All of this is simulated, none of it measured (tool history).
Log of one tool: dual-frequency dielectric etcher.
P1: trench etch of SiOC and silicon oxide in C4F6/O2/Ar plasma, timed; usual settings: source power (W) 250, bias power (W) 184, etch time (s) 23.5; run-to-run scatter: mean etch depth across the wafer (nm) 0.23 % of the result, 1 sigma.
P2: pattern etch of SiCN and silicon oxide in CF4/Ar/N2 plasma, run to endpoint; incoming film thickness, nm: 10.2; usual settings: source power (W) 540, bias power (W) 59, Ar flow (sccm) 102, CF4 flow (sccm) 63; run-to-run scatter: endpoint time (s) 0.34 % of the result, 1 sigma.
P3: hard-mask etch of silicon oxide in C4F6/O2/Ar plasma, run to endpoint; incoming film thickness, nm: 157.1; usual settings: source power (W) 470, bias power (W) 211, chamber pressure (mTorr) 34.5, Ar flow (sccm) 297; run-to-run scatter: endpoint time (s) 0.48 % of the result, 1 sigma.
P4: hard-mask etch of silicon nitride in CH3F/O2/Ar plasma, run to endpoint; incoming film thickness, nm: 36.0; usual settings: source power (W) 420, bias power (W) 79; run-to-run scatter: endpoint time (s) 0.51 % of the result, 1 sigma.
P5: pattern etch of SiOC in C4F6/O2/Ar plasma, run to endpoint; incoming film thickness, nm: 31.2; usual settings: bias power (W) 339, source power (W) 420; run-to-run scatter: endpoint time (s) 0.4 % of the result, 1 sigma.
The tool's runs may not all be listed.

run     day  process that ran  source power (W)  bias power (W)  etch time (s)  chamber pressure (mTorr)  Ar flow (sccm)  CF4 flow (sccm)  hours since the last wet clean  hours since the last source power generator calibration  hours since the last bias power generator calibration  mean etch depth across the wafer (nm)  endpoint time (s)
  1   0.325                P1               250             184           23.5                                                                                      232.5                                                    295.4                                                 1961.0                                 37.757
  2   0.662                P3               360             211                                     34.5             297                                            240.6                                                    303.5                                                 1969.1                                                   49.1380
  3   0.954                P4               420              79                                                                                                     247.6                                                    310.5                                                 1976.1                                                   49.6610
  4   1.446                P1               250             184           23.5                                                                                      259.4                                                    322.3                                                 1987.9                                 37.641
  5   1.725                P2               540              59                                                      102               63                           266.1                                                    329.0                                                 1994.6                                                   11.2830
  6   2.221                P4               260              79                                                                                                     278.0                                                    340.9                                                 2006.5                                                   59.3160
  7   2.683                P3               470             157                                     34.5             297                                            289.1                                                    352.0                                                 2017.6                                                   48.1200
  8   3.050                P2               540              59                                                      102               79                           297.9                                                    360.8                                                 2026.4                                                   10.8840
  9   3.346                P1               250             184           14.5                                                                                      305.0                                                    367.9                                                 2033.5                                 23.169
 10   3.821                P1               330             184           23.5                                                                                      316.4                                                    379.3                                                 2044.9                                 41.952
 11   4.083                P1               250             184           23.5                                                                                      322.7                                                    385.6                                                 2051.2                                 37.669
 12   4.562                P5               420             226                                                                                                     334.2                                                    397.1                                                 2062.7                                                   13.8800
 13   4.996                P3               470             211                                     34.5             297                                            344.6                                                    407.5                                                 2073.1                                                   44.1470
 14   5.250                P2               540              59                                                       73               63                           350.7                                                    413.6                                                 2079.2                                                   10.6360
 15   5.512                P1               250             234           17.5                                                                                      357.0                                                    419.9                                                 2085.5                                 30.410
 16   6.004                P3               470             211                                     41.0             297                                            368.8                                                    431.7                                                 2097.3                                                   44.7240
 17   6.250                P1               250             184           23.5                                                                                      374.7                                                    437.6                                                 2103.2                                 37.529
 18   6.750                P3               470             211                                     34.5             195                                            386.7                                                    449.6                                                 2115.2                                                   41.8430
 19   7.125                P5               420             339                                                                                                     395.7                                                    458.6                                                 2124.2                                                   12.0440
 20   7.458                P2               540              82                                                      102               63                           403.7                                                    466.6                                                 2132.2                                                   10.0440
 21   7.962                P4               420             101                                                                                                     415.8                                                    478.7                                                 2144.3                                                   45.4570
 22   8.296                P1               180             184           23.5                                                                                      423.8                                                    486.7                                                 2152.3                                 33.340
 23   8.646                P2               660              59                                                      102               63                           432.2                                                    495.1                                                 2160.7                                                    9.3658
 24   9.133                P1               250             184           35.0                                                                                      443.9                                                    506.8                                                 2172.4                                 56.316
 25   9.575                P1               250             121           23.5                                                                                      454.5                                                    517.4                                                 2183.0                                 33.049
 26  10.038                P1               250             249           23.5                                                                                      465.6                                                    528.5                                                 2194.1                                 41.745
 27  10.458                P5               330             339                                                                                                     475.7                                                    538.6                                                 2204.2                                                   13.1550
 28  10.862                P1               250             184           23.5                                                                                      485.4                                                    548.3                                                 2213.9                                 37.618
 29  11.333                P1               250             184           23.5                                                                                      496.7                                                    559.6                                                 2225.2                                 37.664
 30  11.571                P1               250             184           23.5                                                                                      502.4                                                    565.3                                                 2230.9                                 37.423
 31  11.975                P1               250             184           23.5                                                                                      512.1                                                    575.0                                                 2240.6                                 37.253
     12.467  -- wet clean of the chamber
 32  12.483                P1               250             184           23.5                                                                                        0.4                                                    587.2                                                 2252.8                                 37.248
 33  12.729                P1               250             184           23.5                                                                                        6.3                                                    593.1                                                 2258.7                                 37.042
 34  13.017                P1               250             184           23.5                                                                                       13.2                                                    600.0                                                 2265.6                                 37.080
 35  13.333                P1               250             184           23.5                                                                                       20.8                                                    607.6                                                 2273.2                                 37.019

What P1 gives has crept away from where it was. These 2 causes fit the log equally well, each at the size given:
A: bias power that arrives under what is set, % = 4.75
B: source power that arrives under what is set, % = 4.06
The creep began at about day 11.333.
Why every other cause is out:
chamber walls in a state that lowers the etch rate, %: serviced at day 12.467, which brought nothing back

4 check runs are offered, each on 2 wafers whose results are averaged, their results left as question marks. Which one tells the causes apart?
check 1  13.650                P3               470             211                                     34.5             208                                                                                                                                                                                                                          ?
check 2  13.650                P5               340             339                                                                                                                                                                                                                                                                                   ?
check 3  13.650                P4               350              91                                                                                                                                                                                                                                                                                   ?
check 4  13.650                P2               540              59                                                       76               63                                                                                                                                                                                                         ?

What each check would give under each cause:
  check             result     if A     if B
check 1  endpoint time (s)  43.1120  43.1290
check 2  endpoint time (s)  13.3070  13.2840
check 3  endpoint time (s)  51.3940  51.2840
check 4  endpoint time (s)  10.8700  11.1120
How far apart the two closest causes lie, in the result that separates them most: check 1 0.04 %; check 2 0.17 %; check 3 0.22 %; check 4 2.2 %
Check 4 tells the causes apart: in the others they would give nearly the same result.

Then check 4 was run and gave: endpoint time (s) 11.0970. Which cause is it?

It is B: source power that arrives under what is set, %.

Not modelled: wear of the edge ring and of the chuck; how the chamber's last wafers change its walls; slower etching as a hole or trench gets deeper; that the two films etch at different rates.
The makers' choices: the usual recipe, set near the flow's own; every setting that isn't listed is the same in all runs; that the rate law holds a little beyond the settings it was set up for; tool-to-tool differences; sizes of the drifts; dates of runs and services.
